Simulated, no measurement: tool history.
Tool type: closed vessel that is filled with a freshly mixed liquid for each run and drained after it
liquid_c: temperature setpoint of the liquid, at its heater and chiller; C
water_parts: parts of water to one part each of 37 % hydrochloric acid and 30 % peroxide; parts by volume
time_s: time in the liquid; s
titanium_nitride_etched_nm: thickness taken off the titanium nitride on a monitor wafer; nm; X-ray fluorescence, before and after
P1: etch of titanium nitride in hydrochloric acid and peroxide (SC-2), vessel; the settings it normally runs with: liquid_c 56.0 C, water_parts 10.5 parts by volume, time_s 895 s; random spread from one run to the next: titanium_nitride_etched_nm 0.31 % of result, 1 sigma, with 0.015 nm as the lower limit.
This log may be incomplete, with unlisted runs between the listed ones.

run   hour  liquid_c  water_parts  time_s  titanium_nitride_etched_nm
  1   18.6      56.0         10.5     895                     17.8410
  2   29.4      56.0         10.5     895                     17.8230
  3   48.7      56.0         10.5     895                     17.7930
  4   59.2      56.0         10.5     460                      9.1616
  5   70.0      56.0         10.5     895                     17.6710
  6   81.6      48.5          5.5     895                     18.2610
  7   90.4      64.0          5.0     895                     52.6610
  8  103.9      56.0         10.5     895                     17.7980
  9  117.0      72.0         10.5     895                     47.3300
 10  135.7      43.0         10.5     895                      7.4777
 11  145.8      56.0          4.0     895                     37.0990

What will run 12 give?
     154.5  -- thermometer replaced
 12  159.6      56.0         10.5    1760                           ?

Run 12 gave titanium_nitride_etched_nm 34.7290 nm.

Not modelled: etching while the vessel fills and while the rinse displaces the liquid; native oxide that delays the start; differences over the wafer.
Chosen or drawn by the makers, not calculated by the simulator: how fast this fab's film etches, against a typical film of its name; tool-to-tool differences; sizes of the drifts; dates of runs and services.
